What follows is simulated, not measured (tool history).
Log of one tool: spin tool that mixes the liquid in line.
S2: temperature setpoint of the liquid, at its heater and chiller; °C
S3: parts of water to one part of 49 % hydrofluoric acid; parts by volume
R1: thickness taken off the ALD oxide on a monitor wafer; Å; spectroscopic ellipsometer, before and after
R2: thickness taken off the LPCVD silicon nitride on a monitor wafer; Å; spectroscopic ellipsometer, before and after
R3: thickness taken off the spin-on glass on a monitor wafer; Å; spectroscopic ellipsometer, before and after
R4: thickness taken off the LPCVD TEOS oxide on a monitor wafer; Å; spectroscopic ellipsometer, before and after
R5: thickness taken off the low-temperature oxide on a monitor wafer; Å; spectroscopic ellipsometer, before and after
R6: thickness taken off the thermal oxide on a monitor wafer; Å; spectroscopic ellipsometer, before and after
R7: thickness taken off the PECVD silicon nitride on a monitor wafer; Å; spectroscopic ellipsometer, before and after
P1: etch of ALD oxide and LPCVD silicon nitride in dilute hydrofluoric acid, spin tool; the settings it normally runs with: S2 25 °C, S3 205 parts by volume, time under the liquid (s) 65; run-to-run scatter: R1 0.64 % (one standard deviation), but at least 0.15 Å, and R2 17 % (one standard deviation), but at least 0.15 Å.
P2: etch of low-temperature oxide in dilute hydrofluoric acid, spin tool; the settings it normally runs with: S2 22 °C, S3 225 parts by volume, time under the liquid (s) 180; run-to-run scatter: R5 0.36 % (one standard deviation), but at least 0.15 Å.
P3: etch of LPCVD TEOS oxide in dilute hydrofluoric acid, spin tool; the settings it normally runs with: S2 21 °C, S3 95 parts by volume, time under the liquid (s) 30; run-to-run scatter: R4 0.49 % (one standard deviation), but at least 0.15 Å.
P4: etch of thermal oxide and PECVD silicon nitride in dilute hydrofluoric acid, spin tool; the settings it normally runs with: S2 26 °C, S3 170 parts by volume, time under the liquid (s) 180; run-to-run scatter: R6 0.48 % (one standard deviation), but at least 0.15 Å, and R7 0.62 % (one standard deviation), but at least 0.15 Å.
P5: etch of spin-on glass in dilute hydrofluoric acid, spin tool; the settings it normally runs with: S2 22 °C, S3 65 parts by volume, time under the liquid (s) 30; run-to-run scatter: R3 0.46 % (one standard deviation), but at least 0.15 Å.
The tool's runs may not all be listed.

{"run": 1, "day": 0.096, "process that ran": "P1", "S2": 25, "S3": 205, "time under the liquid (s)": 65, "R1": 40.08, "R2": 2.0216}
{"run": 2, "day": 0.258, "process that ran": "P5", "S2": 22, "S3": 115, "time under the liquid (s)": 30, "R3": 50.337}
{"run": 3, "day": 0.371, "process that ran": "P1", "S2": 25, "S3": 205, "time under the liquid (s)": 65, "R1": 40.275, "R2": 1.6281}
{"run": 4, "day": 0.462, "process that ran": "P1", "S2": 18, "S3": 205, "time under the liquid (s)": 100, "R1": 47.9, "R2": 1.5604}
{"run": 5, "day": 0.592, "process that ran": "P3", "S2": 21, "S3": 95, "time under the liquid (s)": 15, "R4": 76.751}
{"run": 6, "day": 0.683, "process that ran": "P1", "S2": 25, "S3": 205, "time under the liquid (s)": 120, "R1": 74.626, "R2": 2.6402}
{"run": 7, "day": 0.792, "process that ran": "P3", "S2": 17, "S3": 95, "time under the liquid (s)": 30, "R4": 131.14}
{"run": 8, "day": 0.892, "process that ran": "P2", "S2": 22, "S3": 225, "time under the liquid (s)": 180, "R5": 99.794}
{"run": 9, "day": 1.05, "process that ran": "P3", "S2": 21, "S3": 95, "time under the liquid (s)": 30, "R4": 153.09}
{"run": 10, "day": 1.204, "process that ran": "P4", "S2": 26, "S3": 170, "time under the liquid (s)": 335, "R6": 88.668, "R7": 74.724}
{"run": 11, "day": 1.321, "process that ran": "P1", "S2": 25, "S3": 50, "time under the liquid (s)": 65, "R1": 199.98, "R2": 6.575}
{"run": 12, "day": 1.438, "process that ran": "P1", "S2": 33.5, "S3": 205, "time under the liquid (s)": 65, "R1": 53.53, "R2": 2.366}
{"run": 13, "day": 1.525, "process that ran": "P4", "S2": 26, "S3": 170, "time under the liquid (s)": 180, "R6": 47.312, "R7": 40.344}
{"run": 14, "day": 1.621, "process that ran": "P1", "S2": 25, "S3": 340, "time under the liquid (s)": 65, "R1": 21.704, "R2": 1}
{"run": 15, "day": 1.775, "process that ran": "P2", "S2": 22, "S3": 225, "time under the liquid (s)": 290, "R5": 160.44}
{"run": 16, "day": 1.867, "process that ran": "P1", "S2": 25, "S3": 205, "time under the liquid (s)": 65, "R1": 40.8, "R2": 1.8561}
{"run": 17, "day": 2.029, "process that ran": "P4", "S2": 26, "S3": 295, "time under the liquid (s)": 180, "R6": 23.832, "R7": 23.473}
{"run": 18, "day": 2.117, "process that ran": "P5", "S2": 22, "S3": 65, "time under the liquid (s)": 60, "R3": 189.76}
{"run": 19, "day": 2.221, "process that ran": "P1", "S2": 25, "S3": 205, "time under the liquid (s)": 65, "R1": 40.643, "R2": 1.8269}
{"run": 20, "day": 2.333, "process that ran": "P5", "S2": 22, "S3": 65, "time under the liquid (s)": 30, "R3": 94.213}
{"run": 21, "day": 2.504, "process that ran": "P4", "S2": 20.5, "S3": 170, "time under the liquid (s)": 180, "R6": 38.67, "R7": 28.46}
{"run": 22, "day": 2.675, "process that ran": "P2", "S2": 22, "S3": 400, "time under the liquid (s)": 180, "R5": 47.851}
{"run": 23, "day": 2.817, "process that ran": "P1", "S2": 18, "S3": 65, "time under the liquid (s)": 65, "R1": 112.64, "R2": 3.3238}
{"run": 24, "day": 2.95, "process that ran": "P2", "S2": 17, "S3": 225, "time under the liquid (s)": 180, "R5": 82.478}

What does the tool deliver on the next run?
{"run": 25, "day": 3.058, "process that ran": "P1", "S2": 25, "S3": 205, "time under the liquid (s)": 30, "R1": "?", "R2": "?"}

{"run 25": {"R1": 18.658, "R2": 0.69779}}
